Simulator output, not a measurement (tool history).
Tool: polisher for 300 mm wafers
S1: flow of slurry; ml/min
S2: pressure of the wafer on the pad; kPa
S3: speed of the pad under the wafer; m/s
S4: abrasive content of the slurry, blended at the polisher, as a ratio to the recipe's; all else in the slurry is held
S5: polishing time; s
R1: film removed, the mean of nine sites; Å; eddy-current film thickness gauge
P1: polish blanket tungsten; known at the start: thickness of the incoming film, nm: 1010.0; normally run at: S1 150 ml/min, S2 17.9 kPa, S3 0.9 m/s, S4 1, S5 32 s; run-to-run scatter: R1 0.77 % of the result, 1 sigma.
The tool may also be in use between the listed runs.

run 1 hour=2 | S1=150 S2=17.9 S3=0.9 S4=1 S5=32 | R1=1047.5
run 2 hour=5.5 | S1=150 S2=17.9 S3=0.9 S4=1 S5=32 | R1=1053.4
run 3 hour=9.5 | S1=150 S2=17.9 S3=0.9 S4=1.45 S5=32 | R1=1147.6
run 4 hour=11.5 | S1=90 S2=17.9 S3=0.9 S4=1 S5=32 | R1=941.34
run 5 hour=14.8 | S1=150 S2=9 S3=0.9 S4=1 S5=32 | R1=524.5
-- hour=15.2 slurry tank refilled with fresh slurry and peroxide
-- hour=16.3 head pressure recalibrated
run 6 hour=17.4 | S1=150 S2=17.9 S3=0.9 S4=1 S5=32 | R1=1048.1
run 7 hour=20 | S1=150 S2=17.9 S3=0.9 S4=0.55 S5=32 | R1=923.18
run 8 hour=22.6 | S1=150 S2=17.9 S3=1.4 S4=1 S5=32 | R1=1649.5
run 9 hour=25.5 | S1=150 S2=17.9 S3=0.9 S4=1 S5=49 | R1=1617.3
run 10 hour=28.8 | S1=150 S2=17.9 S3=0.9 S4=1 S5=20 | R1=644.1
run 11 hour=31.1 | S1=150 S2=26.9 S3=0.9 S4=1 S5=32 | R1=1578.7
-- hour=32 slurry nozzle cleaned
run 12 hour=33.8 | S1=150 S2=17.9 S3=0.44 S4=1 S5=32 | R1=506.94

Forecast run 13:
run 13 hour=35.8 | S1=150 S2=17.9 S3=0.9 S4=1 S5=32 | R1=?

Run 13 gave R1 1036.6 Å.

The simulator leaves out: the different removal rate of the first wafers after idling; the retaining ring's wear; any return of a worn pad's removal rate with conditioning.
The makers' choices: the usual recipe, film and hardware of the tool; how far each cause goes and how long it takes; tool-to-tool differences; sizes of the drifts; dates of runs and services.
